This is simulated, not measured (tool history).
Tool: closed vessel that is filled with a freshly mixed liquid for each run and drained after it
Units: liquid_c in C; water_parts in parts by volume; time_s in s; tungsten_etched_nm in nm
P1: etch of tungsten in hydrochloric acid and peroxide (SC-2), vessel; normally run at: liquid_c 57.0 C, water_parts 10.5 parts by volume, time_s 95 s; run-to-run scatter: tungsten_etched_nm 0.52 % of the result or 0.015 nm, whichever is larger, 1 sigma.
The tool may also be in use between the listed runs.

| run | day | liquid_c | water_parts | time_s | tungsten_etched_nm |
|---|---|---|---|---|---|
| 1 | 0.254 | 57.0 | 10.5 | 95 | 30.6690 |
| 2 | 0.579 | 57.0 | 10.5 | 95 | 30.7160 |
| 3 | 0.825 | 57.0 | 4.0 | 95 | 63.8160 |
| 4 | 1.025 | 57.0 | 18.5 | 95 | 18.5080 |
| 5 | 1.208 | 57.0 | 10.5 | 95 | 30.6300 |
| 6 | 1.438 | 57.0 | 17.0 | 30 | 6.3886 |
| 7 | 1.642 | 40.5 | 10.5 | 95 | 10.0690 |
| 8 | 1.925 | 57.0 | 10.5 | 95 | 30.7360 |
|  | 2.029 | new drum of peroxide connected |
| 9 | 2.217 | 57.0 | 17.5 | 30 | 6.1963 |
|  | 2.225 | chemicals flow meter replaced |
| 10 | 2.479 | 48.0 | 4.5 | 95 | 32.4280 |
| 11 | 2.675 | 57.0 | 10.5 | 30 | 9.6837 |
| 12 | 2.858 | 57.0 | 10.5 | 95 | 30.5620 |
| 13 | 3.096 | 65.0 | 10.5 | 95 | 50.5840 |
| 14 | 3.258 | 57.0 | 10.5 | 185 | 59.5400 |
| 15 | 3.612 | 57.0 | 10.5 | 95 | 30.6120 |
| 16 | 3.962 | 57.0 | 10.5 | 95 | 30.6540 |
| 17 | 4.271 | 57.0 | 10.5 | 95 | 30.6440 |

The next listed run, before its measurement:
| 18 | 4.592 | 57.0 | 10.5 | 95 | ? |

tungsten_etched_nm: 31.7820 nm
